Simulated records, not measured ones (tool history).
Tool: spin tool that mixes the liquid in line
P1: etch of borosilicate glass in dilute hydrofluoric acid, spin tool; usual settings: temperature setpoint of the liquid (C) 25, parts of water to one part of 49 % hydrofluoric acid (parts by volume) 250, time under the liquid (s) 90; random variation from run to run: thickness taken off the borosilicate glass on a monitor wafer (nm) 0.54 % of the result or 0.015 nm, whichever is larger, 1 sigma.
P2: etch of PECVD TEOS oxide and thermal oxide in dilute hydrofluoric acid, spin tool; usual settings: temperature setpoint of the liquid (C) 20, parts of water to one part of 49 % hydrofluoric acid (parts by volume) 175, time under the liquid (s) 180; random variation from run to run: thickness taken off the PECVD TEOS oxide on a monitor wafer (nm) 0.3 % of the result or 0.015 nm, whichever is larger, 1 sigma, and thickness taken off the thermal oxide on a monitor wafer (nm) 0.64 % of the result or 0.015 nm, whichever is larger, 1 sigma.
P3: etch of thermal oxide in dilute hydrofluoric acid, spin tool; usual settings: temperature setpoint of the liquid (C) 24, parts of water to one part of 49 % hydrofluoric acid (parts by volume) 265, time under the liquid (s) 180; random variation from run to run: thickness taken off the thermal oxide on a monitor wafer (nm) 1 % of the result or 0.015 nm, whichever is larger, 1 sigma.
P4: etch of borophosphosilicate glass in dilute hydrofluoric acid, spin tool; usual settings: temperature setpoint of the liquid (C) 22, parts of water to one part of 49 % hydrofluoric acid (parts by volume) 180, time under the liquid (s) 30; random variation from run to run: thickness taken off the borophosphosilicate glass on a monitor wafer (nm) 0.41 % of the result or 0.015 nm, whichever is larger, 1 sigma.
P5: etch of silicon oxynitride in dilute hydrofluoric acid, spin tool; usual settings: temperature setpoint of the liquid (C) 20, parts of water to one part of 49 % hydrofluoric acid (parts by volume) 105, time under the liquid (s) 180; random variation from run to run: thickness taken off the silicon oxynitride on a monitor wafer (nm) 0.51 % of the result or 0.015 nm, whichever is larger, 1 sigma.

run   hour  process that ran  temperature setpoint of the liquid (C)  parts of water to one part of 49 % hydrofluoric acid (parts by volume)  time under the liquid (s)  thickness taken off the borosilicate glass on a monitor wafer (nm)  thickness taken off the borophosphosilicate glass on a monitor wafer (nm)  thickness taken off the thermal oxide on a monitor wafer (nm)  thickness taken off the silicon oxynitride on a monitor wafer (nm)  thickness taken off the PECVD TEOS oxide on a monitor wafer (nm)
  1   12.9                P1                                      25                                                                     250                         90                                                              8.2679
  2   22.5                P1                                      32                                                                     350                         90                                                              6.5738
  3   36.3                P4                                      22                                                                     180                         30                                                                                                                                         5.5419
  4   44.6                P3                                      24                                                                     400                        180                                                                                                                                                                                                        1.5988
  5   52.5                P1                                      25                                                                     250                        140                                                              12.797
  6   63.2                P4                                      22                                                                     180                         30                                                                                                                                         5.4854
  7   78.3                P5                                      20                                                                     105                        180                                                                                                                                                                                                                                                                            3.9937
  8     85                P1                                      25                                                                     410                         90                                                              4.2227
  9   99.7                P1                                      25                                                                     250                         15                                                              1.3625
 10  110.7                P2                                      17                                                                     175                        180                                                                                                                                                                                                        3.2832                                                                                                                                20.703
 11  119.9                P5                                      20                                                                      40                        180                                                                                                                                                                                                                                                                            10.983
 12  134.2                P4                                      17                                                                     180                         30                                                                                                                                         4.5345
 13    145                P4                                      22                                                                     320                         30                                                                                                                                         2.6738
 14  159.3                P4                                      22                                                                     180                         15                                                                                                                                         2.7738
 15  174.6                P1                                    19.5                                                                     250                         90                                                              6.6246
 16  183.2                P2                                      20                                                                     175                        180                                                                                                                                                                                                        3.6519                                                                                                                                23.107
 17  194.6                P1                                    31.5                                                                     250                         90                                                              10.266
 18  206.2                P2                                      20                                                                     175                         15                                                                                                                                                                                                       0.28755                                                                                                                                1.9205
 19  217.8                P1                                    28.5                                                                     420                         90                                                              4.6626
 20  224.8                P1                                      25                                                                     140                         90                                                              16.465
 21    240                P2                                      20                                                                     175                        180                                                                                                                                                                                                        3.7185                                                                                                                                23.202
 22  248.7                P1                                      21                                                                     145                         90                                                              13.558
 23  255.4                P1                                      25                                                                     250                         90                                                              8.1274
 24  270.7                P1                                      25                                                                     250                         90                                                              8.1384
 25  278.4                P3                                      24                                                                     265                         15                                                                                                                                                                                                       0.19359
 26    285                P5                                      27                                                                     105                        180                                                                                                                                                                                                                                                                            5.5681
 27  295.2                P3                                      19                                                                     265                        180                                                                                                                                                                                                        2.2114
 28  306.5                P5                                      20                                                                     105                        335                                                                                                                                                                                                                                                                            7.4823
 29  321.4                P3                                      24                                                                     265                        180                                                                                                                                                                                                         2.682
 30  328.5                P1                                      25                                                                     250                         90                                                              8.2691
 31  340.3                P2                                      20                                                                     275                        180                                                                                                                                                                                                        2.1249                                                                                                                                13.476
 32  349.3                P1                                      25                                                                     250                         90                                                              8.1158
 33  359.7                P1                                      25                                                                     250                         90                                                              8.2209
 34  373.9                P1                                      25                                                                     250                         90                                                               8.138
 35  387.6                P1                                      25                                                                     250                         90                                                              8.3869
 36  394.7                P1                                      25                                                                     250                         90                                                              8.5102
 37  406.2                P1                                      25                                                                     250                         90                                                              8.6205
 38  414.2                P1                                      25                                                                     250                         90                                                              8.6934
 39  429.5                P1                                      25                                                                     250                         90                                                              8.7335
 40  437.4                P1                                      25                                                                     250                         90                                                              8.7702
 41  452.1                P1                                      25                                                                     250                         90                                                               8.811
 42    462                P1                                      25                                                                     250                         90                                                              8.8109
 43    473                P1                                      25                                                                     250                         90                                                              8.7915

What P1 gives has crept away from where it was. These 2 causes fit the log equally well, each at the size given:
A: hydrofluoric acid flow above the setpoint (%) = 5.74
B: liquid hotter than its thermometer reads (K) = 2.01
The creep began at about hour 373.9.

4 check runs are offered, one wafer each, their results left as question marks. Which one tells the causes apart?
check 1   484                P3                                      20                                                                     265                         15                                                                                                                                                                                                             ?
check 2   484                P2                                      20                                                                     270                         15                                                                                                                                                                                                             ?                                                                                                                                     ?
check 3   484                P4                                      22                                                                     280                         15                                                                                                                                              ?
check 4   484                P5                                      20                                                                      55                        180                                                                                                                                                                                                                                                                                 ?

What each check would give under each cause:
  check                                                                     result     if A     if B
check 1              thickness taken off the thermal oxide on a monitor wafer (nm)  0.20627  0.20725
check 2              thickness taken off the thermal oxide on a monitor wafer (nm)  0.19513  0.19598
check 2           thickness taken off the PECVD TEOS oxide on a monitor wafer (nm)   1.2268   1.2321
check 3  thickness taken off the borophosphosilicate glass on a monitor wafer (nm)   1.7175   1.7195
check 4         thickness taken off the silicon oxynitride on a monitor wafer (nm)   8.4173   8.7788
How far apart the two closest causes lie, in the result that separates them most: check 1 0.47 %; check 2 0.43 %; check 3 0.12 %; check 4 4.21 %
Only check 4 tells the causes apart: in the others they would give nearly the same result.

Check 4 was then run and gave: thickness taken off the silicon oxynitride on a monitor wafer (nm) 8.4528. Which cause is it?

It is A: hydrofluoric acid flow above the setpoint (%).

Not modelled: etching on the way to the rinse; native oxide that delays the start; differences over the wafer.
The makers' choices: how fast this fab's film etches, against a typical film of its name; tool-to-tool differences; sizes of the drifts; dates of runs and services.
